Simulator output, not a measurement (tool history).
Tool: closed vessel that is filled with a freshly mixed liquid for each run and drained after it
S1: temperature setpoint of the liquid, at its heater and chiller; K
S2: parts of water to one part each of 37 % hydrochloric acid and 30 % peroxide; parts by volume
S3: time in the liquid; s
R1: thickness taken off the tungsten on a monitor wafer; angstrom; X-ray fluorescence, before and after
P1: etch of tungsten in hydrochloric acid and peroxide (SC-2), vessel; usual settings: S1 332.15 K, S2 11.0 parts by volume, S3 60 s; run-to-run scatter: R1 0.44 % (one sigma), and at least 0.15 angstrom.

run 1 day=0.400 | S1=332.15 S2=11.0 S3=60 | R1=114.970
run 2 day=0.629 | S1=345.15 S2=11.0 S3=60 | R1=252.520
run 3 day=0.850 | S1=332.15 S2=20.0 S3=60 | R1=67.077
run 4 day=1.250 | S1=332.15 S2=11.0 S3=60 | R1=114.230
run 5 day=1.617 | S1=332.15 S2=11.0 S3=100 | R1=190.840
run 6 day=1.850 | S1=332.15 S2=11.0 S3=30 | R1=57.094
run 7 day=2.112 | S1=332.15 S2=11.0 S3=60 | R1=114.010
run 8 day=2.438 | S1=332.15 S2=11.0 S3=60 | R1=114.620
run 9 day=2.692 | S1=332.15 S2=11.0 S3=60 | R1=114.420
run 10 day=2.996 | S1=316.65 S2=11.0 S3=60 | R1=40.931
run 11 day=3.254 | S1=332.15 S2=4.5 S3=60 | R1=228.030
run 12 day=3.596 | S1=325.15 S2=19.5 S3=60 | R1=44.365
run 13 day=3.808 | S1=332.15 S2=11.0 S3=60 | R1=113.290
run 14 day=4.167 | S1=332.15 S2=11.0 S3=60 | R1=114.840
run 15 day=4.583 | S1=332.15 S2=11.0 S3=60 | R1=120.190
run 16 day=4.900 | S1=332.15 S2=11.0 S3=60 | R1=121.090
run 17 day=5.254 | S1=332.15 S2=11.0 S3=60 | R1=123.260
run 18 day=5.529 | S1=332.15 S2=11.0 S3=60 | R1=123.360
run 19 day=5.838 | S1=332.15 S2=11.0 S3=60 | R1=124.370
run 20 day=6.146 | S1=332.15 S2=11.0 S3=60 | R1=125.410
run 21 day=6.512 | S1=332.15 S2=11.0 S3=60 | R1=125.350

What P1 gives has crept away from where it was. These 2 causes fit the log equally well, each at the size given:
A: liquid hotter than its thermometer reads (K) = 1.39
B: chemicals flow above the setpoint (%) = 10.9
The creep began at about day 4.167.
Why every other cause is out:
peroxide weaker than its label (%): at most 8, which would move R1 by -7.4 %: too little, or the wrong way

4 check runs are offered, each on 3 wafers whose results are averaged, their results left as question marks. Which one tells the causes apart?
run check 1 day=6.879 | S1=318.15 S2=5.5 S3=60 | R1=?
run check 2 day=6.879 | S1=332.15 S2=19.5 S3=30 | R1=?
run check 3 day=6.879 | S1=322.65 S2=11.0 S3=85 | R1=?
run check 4 day=6.879 | S1=345.15 S2=11.0 S3=100 | R1=?

What each check would give under each cause:
check=check_1 result=R1 if_A=86.677 if_B=84.933
check=check_2 result=R1 if_A=37.732 if_B=37.960
check=check_3 result=R1 if_A=95.875 if_B=95.326
check=check_4 result=R1 if_A=455.170 if_B=457.870
How far apart the two closest causes lie, in the result that separates them most: check 1 2.03 %; check 2 0.6 %; check 3 0.58 %; check 4 0.59 %
Check 1 tells the causes apart: in the others they would give nearly the same result.

Then check 1 was run and gave: R1 86.472 angstrom. Which cause is it?

It is A: liquid hotter than its thermometer reads (K).
